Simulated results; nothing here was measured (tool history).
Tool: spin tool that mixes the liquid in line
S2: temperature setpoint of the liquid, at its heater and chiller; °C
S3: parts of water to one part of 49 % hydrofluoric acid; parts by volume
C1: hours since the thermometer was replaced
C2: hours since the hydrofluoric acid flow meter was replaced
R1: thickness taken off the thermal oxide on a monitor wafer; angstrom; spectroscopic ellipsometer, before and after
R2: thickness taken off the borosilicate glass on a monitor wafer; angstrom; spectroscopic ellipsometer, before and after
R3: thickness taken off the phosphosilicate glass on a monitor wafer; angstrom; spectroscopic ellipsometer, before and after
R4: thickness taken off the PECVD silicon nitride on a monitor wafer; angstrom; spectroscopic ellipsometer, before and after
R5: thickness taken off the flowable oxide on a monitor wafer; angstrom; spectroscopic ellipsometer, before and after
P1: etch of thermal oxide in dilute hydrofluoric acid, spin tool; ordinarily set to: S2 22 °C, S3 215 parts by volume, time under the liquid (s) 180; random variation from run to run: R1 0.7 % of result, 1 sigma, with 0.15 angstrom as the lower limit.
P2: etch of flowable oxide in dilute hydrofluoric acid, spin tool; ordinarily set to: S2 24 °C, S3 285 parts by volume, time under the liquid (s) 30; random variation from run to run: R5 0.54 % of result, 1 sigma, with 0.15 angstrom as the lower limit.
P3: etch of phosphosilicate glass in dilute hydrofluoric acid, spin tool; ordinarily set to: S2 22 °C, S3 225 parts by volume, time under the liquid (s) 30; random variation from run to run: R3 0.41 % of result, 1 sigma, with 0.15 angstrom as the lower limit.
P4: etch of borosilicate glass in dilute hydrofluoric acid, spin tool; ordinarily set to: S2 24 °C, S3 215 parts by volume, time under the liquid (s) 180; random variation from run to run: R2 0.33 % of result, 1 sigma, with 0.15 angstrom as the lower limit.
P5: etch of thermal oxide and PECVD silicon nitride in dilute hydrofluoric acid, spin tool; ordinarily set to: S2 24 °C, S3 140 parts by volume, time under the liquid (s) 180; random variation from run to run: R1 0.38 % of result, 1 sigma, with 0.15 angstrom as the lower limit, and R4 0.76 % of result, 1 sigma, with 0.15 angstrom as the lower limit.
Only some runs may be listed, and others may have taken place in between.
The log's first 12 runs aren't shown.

Run 13, day 5.092: process that ran P1, S2 30 °C, S3 215 parts by volume, time under the liquid (s) 180; C1 1055.4; C2 350.5. Result: R1 43.368 angstrom.
Run 14, day 5.583: process that ran P2, S2 24 °C, S3 285 parts by volume, time under the liquid (s) 30; C1 1067.2; C2 362.3. Result: R5 53.104 angstrom.
Run 15, day 5.933: process that ran P1, S2 22 °C, S3 215 parts by volume, time under the liquid (s) 180; C1 1075.6; C2 370.7. Result: R1 32.487 angstrom.
Run 16, day 6.521: process that ran P5, S2 24 °C, S3 200 parts by volume, time under the liquid (s) 180; C1 1089.7; C2 384.8. Result: R1 37.773 angstrom, R4 21.042 angstrom.
Run 17, day 6.933: process that ran P2, S2 24 °C, S3 70 parts by volume, time under the liquid (s) 30; C1 1099.6; C2 394.7. Result: R5 280.330 angstrom.
Run 18, day 7.254: process that ran P2, S2 32 °C, S3 285 parts by volume, time under the liquid (s) 30; C1 1107.3; C2 402.4. Result: R5 69.587 angstrom.
Run 19, day 7.679: process that ran P4, S2 24 °C, S3 215 parts by volume, time under the liquid (s) 15; C1 1117.5; C2 412.6. Result: R2 22.388 angstrom.
Run 20, day 8.112: process that ran P1, S2 17 °C, S3 70 parts by volume, time under the liquid (s) 180; C1 1127.9; C2 423.0. Result: R1 95.715 angstrom.
Run 21, day 8.658: process that ran P1, S2 22 °C, S3 85 parts by volume, time under the liquid (s) 345; C1 1141.0; C2 436.1. Result: R1 180.270 angstrom.

For run 22, what comes out?
Run 22, day 9.075: process that ran P4, S2 24 °C, S3 215 parts by volume, time under the liquid (s) 180; C1 1151.0; C2 446.1. Result: R2 ?.

{"run 22": {"R2": 269.99}}
